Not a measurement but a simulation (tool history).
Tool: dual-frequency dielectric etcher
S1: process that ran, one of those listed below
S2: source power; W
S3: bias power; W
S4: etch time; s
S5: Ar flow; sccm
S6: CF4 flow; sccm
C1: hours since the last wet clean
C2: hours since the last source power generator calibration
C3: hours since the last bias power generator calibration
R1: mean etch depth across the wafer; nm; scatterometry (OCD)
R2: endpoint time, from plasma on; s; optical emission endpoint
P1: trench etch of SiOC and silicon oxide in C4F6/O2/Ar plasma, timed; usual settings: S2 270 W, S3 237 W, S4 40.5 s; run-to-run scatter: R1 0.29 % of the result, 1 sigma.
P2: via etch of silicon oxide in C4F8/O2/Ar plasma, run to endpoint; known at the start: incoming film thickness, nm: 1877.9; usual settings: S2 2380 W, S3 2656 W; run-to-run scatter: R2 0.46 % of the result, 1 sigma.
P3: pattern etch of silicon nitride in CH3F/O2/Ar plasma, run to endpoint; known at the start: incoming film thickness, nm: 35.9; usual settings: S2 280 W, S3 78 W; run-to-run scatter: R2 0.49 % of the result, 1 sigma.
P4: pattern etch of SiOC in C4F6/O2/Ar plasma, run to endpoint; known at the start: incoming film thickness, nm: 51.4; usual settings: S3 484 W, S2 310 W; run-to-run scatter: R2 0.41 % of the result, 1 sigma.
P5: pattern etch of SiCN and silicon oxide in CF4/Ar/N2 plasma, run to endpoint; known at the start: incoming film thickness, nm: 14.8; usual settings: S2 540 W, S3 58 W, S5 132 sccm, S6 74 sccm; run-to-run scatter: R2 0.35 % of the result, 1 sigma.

| run | hour | S1 | S2 | S3 | S4 | S5 | S6 | C1 | C2 | C3 | R1 | R2 |
|---|---|---|---|---|---|---|---|---|---|---|---|---|
| 1 | 11.1 | P1 | 270 | 237 | 40.5 |  |  | 176.5 | 741.8 | 1732.5 | 75.295 |  |
| 2 | 20.5 | P5 | 540 | 58 |  | 132 | 45 | 185.9 | 751.2 | 1741.9 |  | 18.050 |
| 3 | 31.0 | P2 | 2380 | 2656 |  |  |  | 196.4 | 761.7 | 1752.4 |  | 310.150 |
| 4 | 43.9 | P1 | 330 | 237 | 22.5 |  |  | 209.3 | 774.6 | 1765.3 | 45.042 |  |
| 5 | 54.5 | P5 | 540 | 81 |  | 132 | 74 | 219.9 | 785.2 | 1775.9 |  | 14.746 |
| 6 | 65.1 | P2 | 1900 | 2656 |  |  |  | 230.5 | 795.8 | 1786.5 |  | 335.160 |
| 7 | 74.4 | P1 | 360 | 237 | 40.5 |  |  | 239.8 | 805.1 | 1795.8 | 83.888 |  |
| 8 | 86.7 | P3 | 230 | 78 |  |  |  | 252.1 | 817.4 | 1808.1 |  | 60.259 |
| 9 | 100.1 | P3 | 280 | 78 |  |  |  | 265.5 | 830.8 | 1821.5 |  | 56.103 |
| 10 | 108.1 | P5 | 540 | 58 |  | 180 | 74 | 273.5 | 838.8 | 1829.5 |  | 17.433 |
| 11 | 119.6 | P5 | 540 | 58 |  | 132 | 74 | 285.0 | 850.3 | 1841.0 |  | 16.438 |
| 12 | 135.4 | P4 | 240 | 484 |  |  |  | 300.8 | 866.1 | 1856.8 |  | 20.849 |
| 13 | 143.6 | P1 | 270 | 160 | 40.5 |  |  | 309.0 | 874.3 | 1865.0 | 65.930 |  |
| 14 | 156.5 | P4 | 310 | 484 |  |  |  | 321.9 | 887.2 | 1877.9 |  | 19.081 |
| 15 | 173.3 | P2 | 2380 | 2656 |  |  |  | 338.7 | 904.0 | 1894.7 |  | 307.690 |
| 16 | 187.8 | P1 | 200 | 237 | 40.5 |  |  | 353.2 | 918.5 | 1909.2 | 67.020 |  |
| 17 | 198.3 | P1 | 270 | 237 | 40.5 |  |  | 363.7 | 929.0 | 1919.7 | 75.068 |  |
| 18 | 214.8 | P1 | 270 | 237 | 60.0 |  |  | 380.2 | 945.5 | 1936.2 | 111.130 |  |
| 19 | 233.2 | P4 | 310 | 578 |  |  |  | 398.6 | 963.9 | 1954.6 |  | 17.815 |
| 20 | 250.3 | P1 | 270 | 237 | 40.5 |  |  | 415.7 | 981.0 | 1971.7 | 75.194 |  |
| 21 | 265.1 | P1 | 270 | 237 | 40.5 |  |  | 430.5 | 995.8 | 1986.5 | 75.085 |  |
| 22 | 282.2 | P1 | 270 | 237 | 40.5 |  |  | 447.6 | 1012.9 | 2003.6 | 74.984 |  |
| 23 | 292.4 | P1 | 270 | 237 | 40.5 |  |  | 457.8 | 1023.1 | 2013.8 | 75.049 |  |
| 24 | 300.7 | P4 | 310 | 484 |  |  |  | 466.1 | 1031.4 | 2022.1 |  | 19.107 |
| 25 | 318.8 | P5 | 540 | 58 |  | 132 | 74 | 484.2 | 1049.5 | 2040.2 |  | 16.440 |
| 26 | 333.2 | P3 | 280 | 102 |  |  |  | 498.6 | 1063.9 | 2054.6 |  | 51.121 |
| 27 | 344.8 | P2 | 2380 | 3639 |  |  |  | 510.2 | 1075.5 | 2066.2 |  | 279.730 |
| 28 | 353.7 | P3 | 280 | 78 |  |  |  | 519.1 | 1084.4 | 2075.1 |  | 56.249 |
| 29 | 370.0 | P1 | 270 | 237 | 28.0 |  |  | 535.4 | 1100.7 | 2091.4 | 51.904 |  |
| 30 | 387.9 | P5 | 350 | 58 |  | 132 | 74 | 553.3 | 1118.6 | 2109.3 |  | 24.068 |
| 31 | 405.1 | P1 | 270 | 317 | 40.5 |  |  | 570.5 | 1135.8 | 2126.5 | 83.287 |  |

Run 32 comes next. What will it give?
| 32 | 413.7 | P1 | 270 | 237 | 40.5 |  |  | 579.1 | 1144.4 | 2135.1 | ? |  |

{"run 32": {"R1": 75.106}}
